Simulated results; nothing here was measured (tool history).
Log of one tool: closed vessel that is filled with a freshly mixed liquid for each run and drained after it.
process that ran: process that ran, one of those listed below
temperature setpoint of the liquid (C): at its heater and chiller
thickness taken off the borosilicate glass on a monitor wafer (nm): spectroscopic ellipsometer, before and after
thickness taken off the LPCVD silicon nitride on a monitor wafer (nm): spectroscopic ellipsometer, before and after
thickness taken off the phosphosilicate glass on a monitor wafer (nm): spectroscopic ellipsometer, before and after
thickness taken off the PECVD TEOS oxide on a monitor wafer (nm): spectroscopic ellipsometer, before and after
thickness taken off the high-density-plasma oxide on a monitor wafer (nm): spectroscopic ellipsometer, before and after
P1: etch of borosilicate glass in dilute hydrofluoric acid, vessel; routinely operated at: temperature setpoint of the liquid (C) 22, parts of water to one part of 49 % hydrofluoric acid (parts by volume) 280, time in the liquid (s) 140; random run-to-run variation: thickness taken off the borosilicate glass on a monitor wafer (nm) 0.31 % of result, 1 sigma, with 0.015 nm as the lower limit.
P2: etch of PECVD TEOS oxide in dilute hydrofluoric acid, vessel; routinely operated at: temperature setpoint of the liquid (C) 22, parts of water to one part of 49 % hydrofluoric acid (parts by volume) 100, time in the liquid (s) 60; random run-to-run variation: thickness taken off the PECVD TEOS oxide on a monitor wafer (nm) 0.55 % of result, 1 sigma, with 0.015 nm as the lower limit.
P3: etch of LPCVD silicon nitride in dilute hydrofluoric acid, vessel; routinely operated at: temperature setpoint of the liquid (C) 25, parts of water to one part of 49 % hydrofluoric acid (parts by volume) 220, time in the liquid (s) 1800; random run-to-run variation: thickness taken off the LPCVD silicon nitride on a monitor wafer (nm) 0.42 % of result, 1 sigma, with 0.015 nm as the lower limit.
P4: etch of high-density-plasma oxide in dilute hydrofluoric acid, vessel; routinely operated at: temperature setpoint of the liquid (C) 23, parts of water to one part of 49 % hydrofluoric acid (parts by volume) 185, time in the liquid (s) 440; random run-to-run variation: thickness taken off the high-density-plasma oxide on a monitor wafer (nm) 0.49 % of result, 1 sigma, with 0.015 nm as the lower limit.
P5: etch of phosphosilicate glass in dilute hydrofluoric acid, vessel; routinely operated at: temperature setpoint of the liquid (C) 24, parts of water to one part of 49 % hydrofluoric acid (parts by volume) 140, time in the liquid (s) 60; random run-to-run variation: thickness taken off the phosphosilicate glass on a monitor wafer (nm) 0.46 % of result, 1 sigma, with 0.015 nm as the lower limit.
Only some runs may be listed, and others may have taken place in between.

| run | hour | process that ran | temperature setpoint of the liquid (C) | parts of water to one part of 49 % hydrofluoric acid (parts by volume) | time in the liquid (s) | thickness taken off the borosilicate glass on a monitor wafer (nm) | thickness taken off the LPCVD silicon nitride on a monitor wafer (nm) | thickness taken off the phosphosilicate glass on a monitor wafer (nm) | thickness taken off the PECVD TEOS oxide on a monitor wafer (nm) | thickness taken off the high-density-plasma oxide on a monitor wafer (nm) |
|---|---|---|---|---|---|---|---|---|---|---|
| 1 | 4 | P1 | 22 | 280 | 140 | 13.894 |  |  |  |  |
| 2 | 7.5 | P3 | 25 | 80 | 1800 |  | 13.479 |  |  |  |
| 3 | 11.7 | P1 | 22 | 280 | 35 | 3.4759 |  |  |  |  |
| 4 | 16.3 | P5 | 29 | 140 | 60 |  |  | 44.446 |  |  |
| 5 | 22.1 | P2 | 22 | 100 | 60 |  |  |  | 15.35 |  |
| 6 | 28 | P3 | 30.5 | 220 | 1800 |  | 6.9904 |  |  |  |
| 7 | 32.1 | P5 | 24 | 205 | 60 |  |  | 23.421 |  |  |
| 8 | 36.5 | P1 | 22 | 505 | 140 | 6.3443 |  |  |  |  |
| 9 | 41.4 | P1 | 17 | 280 | 140 | 11.543 |  |  |  |  |
| 10 | 45.6 | P4 | 23 | 185 | 795 |  |  |  |  | 41.675 |
| 11 | 51.8 | P1 | 22 | 280 | 140 | 13.839 |  |  |  |  |
| 12 | 54.8 | P2 | 22 | 100 | 60 |  |  |  | 15.414 |  |
| 13 | 58.2 | P1 | 27.5 | 280 | 140 | 16.807 |  |  |  |  |
| 14 | 63.1 | P1 | 22 | 280 | 140 | 13.886 |  |  |  |  |
| 15 | 69.3 | P5 | 24 | 140 | 60 |  |  | 36.957 |  |  |
| 16 | 72.3 | P1 | 22 | 280 | 140 | 13.881 |  |  |  |  |
| 17 | 77.3 | P3 | 25 | 220 | 1800 |  | 5.0365 |  |  |  |
| 18 | 81.4 | P2 | 22 | 100 | 30 |  |  |  | 7.7296 |  |
| 19 | 88 | P4 | 19.5 | 185 | 440 |  |  |  |  | 20.127 |
| 20 | 92.1 | P4 | 23 | 185 | 440 |  |  |  |  | 23.112 |
| 21 | 97.1 | P1 | 22 | 280 | 225 | 22.365 |  |  |  |  |
| 22 | 102.7 | P2 | 22 | 60 | 60 |  |  |  | 26.907 |  |
| 23 | 107.8 | P1 | 22 | 280 | 140 | 13.816 |  |  |  |  |
| 24 | 111.8 | P3 | 25 | 220 | 725 |  | 1.9975 |  |  |  |
| 25 | 117.3 | P2 | 28.5 | 100 | 60 |  |  |  | 19.908 |  |
| 26 | 121.7 | P5 | 24 | 140 | 95 |  |  | 58.555 |  |  |
| 27 | 124.6 | P1 | 22 | 175 | 140 | 24.674 |  |  |  |  |
| 28 | 129.8 | P1 | 27 | 110 | 140 | 51.036 |  |  |  |  |

Run 29 comes next. What will it give?
| 29 | 134.8 | P4 | 23 | 270 | 440 |  |  |  |  | ? |

{"run 29": {"thickness taken off the high-density-plasma oxide on a monitor wafer (nm)": 14.559}}

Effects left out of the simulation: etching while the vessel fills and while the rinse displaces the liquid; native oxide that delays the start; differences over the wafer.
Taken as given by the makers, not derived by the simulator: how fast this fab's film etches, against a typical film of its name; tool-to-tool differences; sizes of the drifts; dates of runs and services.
